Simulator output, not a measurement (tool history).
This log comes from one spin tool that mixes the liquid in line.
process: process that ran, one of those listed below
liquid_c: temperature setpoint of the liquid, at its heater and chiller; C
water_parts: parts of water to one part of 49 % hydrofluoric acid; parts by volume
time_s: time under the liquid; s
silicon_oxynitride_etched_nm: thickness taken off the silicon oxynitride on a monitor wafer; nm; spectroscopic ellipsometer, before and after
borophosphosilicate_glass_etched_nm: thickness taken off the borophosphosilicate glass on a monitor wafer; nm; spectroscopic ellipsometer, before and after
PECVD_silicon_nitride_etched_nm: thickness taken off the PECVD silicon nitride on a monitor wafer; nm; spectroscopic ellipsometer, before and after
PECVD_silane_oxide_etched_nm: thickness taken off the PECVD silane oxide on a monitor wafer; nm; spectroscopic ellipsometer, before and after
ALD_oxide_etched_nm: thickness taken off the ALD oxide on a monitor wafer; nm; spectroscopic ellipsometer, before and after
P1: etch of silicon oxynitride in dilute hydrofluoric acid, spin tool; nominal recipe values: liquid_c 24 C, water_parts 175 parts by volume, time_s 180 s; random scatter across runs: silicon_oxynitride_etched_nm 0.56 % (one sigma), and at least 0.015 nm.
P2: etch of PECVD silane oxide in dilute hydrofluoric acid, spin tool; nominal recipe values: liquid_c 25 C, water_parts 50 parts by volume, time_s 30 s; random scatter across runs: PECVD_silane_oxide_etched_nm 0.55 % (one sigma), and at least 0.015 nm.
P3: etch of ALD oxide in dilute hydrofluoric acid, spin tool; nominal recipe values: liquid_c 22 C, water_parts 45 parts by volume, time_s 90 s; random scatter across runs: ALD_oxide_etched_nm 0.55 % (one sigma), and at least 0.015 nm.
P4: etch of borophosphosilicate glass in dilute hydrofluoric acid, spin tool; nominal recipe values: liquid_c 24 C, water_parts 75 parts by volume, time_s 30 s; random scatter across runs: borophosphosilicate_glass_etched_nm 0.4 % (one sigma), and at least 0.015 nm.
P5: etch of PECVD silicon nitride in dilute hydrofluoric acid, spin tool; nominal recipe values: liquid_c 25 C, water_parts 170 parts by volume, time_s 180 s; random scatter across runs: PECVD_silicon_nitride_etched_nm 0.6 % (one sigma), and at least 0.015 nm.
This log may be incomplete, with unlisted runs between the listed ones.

run   hour  process  liquid_c  water_parts  time_s  silicon_oxynitride_etched_nm  borophosphosilicate_glass_etched_nm  PECVD_silicon_nitride_etched_nm  PECVD_silane_oxide_etched_nm  ALD_oxide_etched_nm
  1    2.2       P1        24          175     180                        4.5761
  2    4.9       P4        24           75      30                                                             13.903
  3    8.2       P5        25          170     180                                                                                              4.9544
  4   11.2       P4        24           75      30                                                             13.935
  5   13.9       P2        30           50      30                                                                                                                            12.249
  6   17.4       P4        24           75      60                                                             27.651
  7   21.9       P5        25          170     330                                                                                              9.0559
  8   26.5       P4      32.5           75      30                                                             19.369
  9   29.2       P2        25           50      15                                                                                                                            5.0217
 10     34       P1        24          305     180                        2.4104
 11   38.4       P1        24          175     180                        4.6536
 12     43       P5        25          290     180                                                                                              2.9536
 13     47       P1      31.5          175     340                        12.036
 14   51.8       P1        32          175     180                        6.5164
 15     56       P1      31.5          235     180                         4.484
 16   60.7       P5        29          170     180                                                                                              6.3156
 17   64.3       P3        22           45     140                                                                                                                                                 89.263
 18   69.2       P3        29           45      90                                                                                                                                                 77.056
 19   74.2       P1      19.5          175     180                        3.7253
 20   77.6       P1        24          175     180                        4.6159
 21   81.9       P4        24          130      30                                                             7.4817
 22   86.6       P1        24          175     180                        4.6131
 23   89.3       P1        24           75     180                        11.731
 24   93.2       P2        25           50      30                                                                                                                            9.9632
 25     98       P2        25           85      30                                                                                                                            5.6513
 26    103       P1        24          175     295                        7.5996
 27  106.8       P3        22           45      90                                                                                                                                                  57.24
 28  109.3       P1        24          175      60                        1.5221
 29  113.1       P3        22           60      90                                                                                                                                                 41.969
 30  115.6       P1        24          175     180                        4.6138
 31  118.8       P1        24          175     180                        4.4635
 32  123.6       P1        24          175     180                        4.3425
 33  127.9       P1        24          175     180                        4.3201
 34  131.3       P1        24          175     180                        4.2519
 35  135.5       P1        24          175     180                        4.2947
 36  137.8       P1        24          175     180                        4.2726
 37  142.5       P1        24          175     180                        4.2217
 38  146.2       P1        24          175     180                        4.1849
 39  150.5       P1        24          175     180                        4.1637
 40  152.8       P1        24          175     180                        4.2119
 41  155.6       P1        24          175     180                        4.2221

Something has made what P1 gives creep away from where it was; the 2 causes below, each at its own stated size, fit the log equally well:
A: hydrofluoric acid flow below the setpoint (%) = 8.3
B: liquid colder than its thermometer reads (K) = 2.16
The creep began at about hour 115.6.

Below are 4 check runs, each on a single wafer, with their results shown as question marks. Which of them would tell the listed causes apart, meaning the causes would give clearly different results under it?
check 1  158.4       P2        25           50      30                                                                                                                                 ?
check 2  158.4       P5        25          170     180                                                                                                   ?
check 3  158.4       P3        22           45      90                                                                                                                                                      ?
check 4  158.4       P4        24           75      30                                                                  ?

How each check would come out, cause by cause:
  check                               result    if A    if B
check 1         PECVD_silane_oxide_etched_nm  9.1549  9.1908
check 2      PECVD_silicon_nitride_etched_nm  4.5484  4.3172
check 3                  ALD_oxide_etched_nm  52.425  52.442
check 4  borophosphosilicate_glass_etched_nm  12.616  12.709
Smallest distance between any two causes, each pair judged by its most separating result, in per cent: check 1 0.39 %; check 2 5.21 %; check 3 0.03 %; check 4 0.73 %
The other checks would show nearly matching results whichever cause is true, so check 2 is the only one that separates the causes.

With check 2 done, the readings were: PECVD_silicon_nitride_etched_nm 4.3208 nm. Identify which of the listed causes applies.

It is B: liquid colder than its thermometer reads (K).
